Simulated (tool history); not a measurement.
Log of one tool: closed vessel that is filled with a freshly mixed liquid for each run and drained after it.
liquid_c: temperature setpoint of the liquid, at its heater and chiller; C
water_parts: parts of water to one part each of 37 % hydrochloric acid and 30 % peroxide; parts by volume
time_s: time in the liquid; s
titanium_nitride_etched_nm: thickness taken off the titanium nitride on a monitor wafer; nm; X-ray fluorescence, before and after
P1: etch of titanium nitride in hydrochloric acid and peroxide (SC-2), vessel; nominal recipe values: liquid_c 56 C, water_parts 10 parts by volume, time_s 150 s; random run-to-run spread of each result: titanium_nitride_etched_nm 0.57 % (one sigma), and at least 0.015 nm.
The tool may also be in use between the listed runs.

run	hour	liquid_c	water_parts	time_s	hours since the thermometer was replaced	hours since the chemicals flow meter was replaced	hours since the drum of peroxide was connected	titanium_nitride_etched_nm
1	6.6	56	10	150	372.9	166.5	231.3	4.3976
2	13.6	69	6.5	150	379.9	173.5	238.3	13.941
3	22.4	40.5	10	150	388.7	182.3	247.1	1.546
4	35.4	56	10	150	401.7	195.3	260.1	4.3891
5	44.8	56	10	150	411.1	204.7	269.5	4.384
6	56.5	56	10	255	422.8	216.4	281.2	7.4911
7	67.9	56	10	30	434.2	227.8	292.6	0.8952
8	76.2	56	10	150	442.5	236.1	300.9	4.444
9	84.1	56	10	150	450.4	244	308.8	4.4162
10	90.4	70.5	10	150	456.7	250.3	315.1	10.841
# hour 98: thermometer replaced
11	101.7	56	4	150	3.7	261.6	326.4	8.901
12	115.4	56	17.5	150	17.4	275.3	340.1	2.7431
13	125.1	56	10	150	27.1	285	349.8	4.3978
14	138	56	10	150	40	297.9	362.7	4.4257
15	148.2	56	10	150	50.2	308.1	372.9	4.4963
16	162.6	56	10	150	64.6	322.5	387.3	4.6431
17	174.1	56	10	150	76.1	334	398.8	4.703
18	181.9	56	10	150	83.9	341.8	406.6	4.7061
19	193	56	10	150	95	352.9	417.7	4.7924
20	207.3	56	10	150	109.3	367.2	432	4.8132
21	218.4	56	10	150	120.4	378.3	443.1	4.7949
22	230.9	56	10	150	132.9	390.8	455.6	4.8038
23	238.6	56	10	150	140.6	398.5	463.3	4.7867
24	250.6	56	10	150	152.6	410.5	475.3	4.8439

What P1 gives has crept off from where it sat before. The 2 causes that follow fit the log equally well, each at the size noted:
A: chemicals flow above the setpoint (%) = 11.3
B: liquid hotter than its thermometer reads (K) = 1.39
The process output started creeping at around hour 138.
Each remaining cause and why it is not a fit:
peroxide weaker than its label (%): at most 8, giving a -7.4 % change in titanium_nitride_etched_nm: too small, or against the direction of the creep

You are offered 4 check runs, listed below with question marks in place of their results; each one averages 5 wafers. Which run separates the listed causes by giving clearly different results for each?
check 1	262.6	66.5	10	30				?
check 2	262.6	45	4	150				?
check 3	262.6	56	14	150				?
check 4	262.6	40.5	17	150				?

Predicted outcomes, by check and by cause:
check	result	if A	if B
check 1	titanium_nitride_etched_nm	1.8526	1.8437
check 2	titanium_nitride_etched_nm	4.5519	4.6677
check 3	titanium_nitride_etched_nm	3.6293	3.6146
check 4	titanium_nitride_etched_nm	1.0768	1.0798
Smallest distance between any two causes, each pair judged by its most separating result, in per cent: check 1 0.48 %; check 2 2.51 %; check 3 0.41 %; check 4 0.27 %
Only in check 2 would the causes give clearly different results; in the remaining checks their results would be nearly the same.

After running check 2, the following was obtained: titanium_nitride_etched_nm 4.6442 nm. Which cause does this point to?

B is the cause: liquid hotter than its thermometer reads (K).
